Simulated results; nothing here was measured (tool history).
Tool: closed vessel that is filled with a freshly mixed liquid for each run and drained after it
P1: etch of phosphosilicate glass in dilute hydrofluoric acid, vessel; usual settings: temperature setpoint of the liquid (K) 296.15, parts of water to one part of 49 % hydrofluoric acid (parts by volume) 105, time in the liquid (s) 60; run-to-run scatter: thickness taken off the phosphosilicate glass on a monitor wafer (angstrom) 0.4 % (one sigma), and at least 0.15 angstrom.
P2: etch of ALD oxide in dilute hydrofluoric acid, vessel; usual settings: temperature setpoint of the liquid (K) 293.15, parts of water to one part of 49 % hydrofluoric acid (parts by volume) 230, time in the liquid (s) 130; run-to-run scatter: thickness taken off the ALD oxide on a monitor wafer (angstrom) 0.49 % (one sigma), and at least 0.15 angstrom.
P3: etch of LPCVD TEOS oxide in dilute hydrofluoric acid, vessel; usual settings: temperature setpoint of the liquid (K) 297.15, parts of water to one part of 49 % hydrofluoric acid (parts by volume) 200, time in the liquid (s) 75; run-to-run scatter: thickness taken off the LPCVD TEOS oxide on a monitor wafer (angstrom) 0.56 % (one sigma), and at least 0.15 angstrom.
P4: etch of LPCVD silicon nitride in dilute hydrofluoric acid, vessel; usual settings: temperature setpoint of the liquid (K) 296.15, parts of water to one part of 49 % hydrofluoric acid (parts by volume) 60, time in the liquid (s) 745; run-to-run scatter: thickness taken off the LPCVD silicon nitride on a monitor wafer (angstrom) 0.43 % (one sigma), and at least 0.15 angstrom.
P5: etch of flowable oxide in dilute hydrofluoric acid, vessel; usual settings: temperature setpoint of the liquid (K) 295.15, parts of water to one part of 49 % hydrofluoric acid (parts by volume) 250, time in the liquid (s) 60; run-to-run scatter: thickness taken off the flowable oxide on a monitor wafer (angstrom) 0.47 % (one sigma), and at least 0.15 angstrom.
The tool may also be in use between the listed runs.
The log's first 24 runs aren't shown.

run     day  process that ran  temperature setpoint of the liquid (K)  parts of water to one part of 49 % hydrofluoric acid (parts by volume)  time in the liquid (s)  thickness taken off the phosphosilicate glass on a monitor wafer (angstrom)  thickness taken off the ALD oxide on a monitor wafer (angstrom)  thickness taken off the LPCVD silicon nitride on a monitor wafer (angstrom)  thickness taken off the LPCVD TEOS oxide on a monitor wafer (angstrom)  thickness taken off the flowable oxide on a monitor wafer (angstrom)
 25   9.642                P1                                  296.15                                                                     105                      60                                                                       567.09
 26  10.175                P1                                  291.15                                                                     105                      60                                                                       461.94
       10.2  -- thermometer replaced
 27  10.483                P1                                  296.15                                                                     105                      60                                                                       564.08
 28  10.867                P2                                  293.15                                                                     365                     130                                                                                                                                        41.634
 29  11.188                P4                                  296.15                                                                      60                     745                                                                                                                                                                                                                     55.261
 30  11.558                P5                                  295.15                                                                     250                      60                                                                                                                                                                                                                                                                                                                                                                   78.142
 31  12.058                P1                                  296.15                                                                     105                      60                                                                       563.24
 32  12.433                P1                                  300.65                                                                     105                      60                                                                        674.1
 33  12.721                P1                                  296.15                                                                     105                      60                                                                       565.24
 34  13.196                P1                                  296.15                                                                     105                      60                                                                       550.94
 35  13.683                P1                                  296.15                                                                     105                      60                                                                       547.83

The next listed run, before its measurement:
 36  14.154                P1                                  296.15                                                                     105                      60                                                                            ?

thickness taken off the phosphosilicate glass on a monitor wafer (angstrom): 537.97

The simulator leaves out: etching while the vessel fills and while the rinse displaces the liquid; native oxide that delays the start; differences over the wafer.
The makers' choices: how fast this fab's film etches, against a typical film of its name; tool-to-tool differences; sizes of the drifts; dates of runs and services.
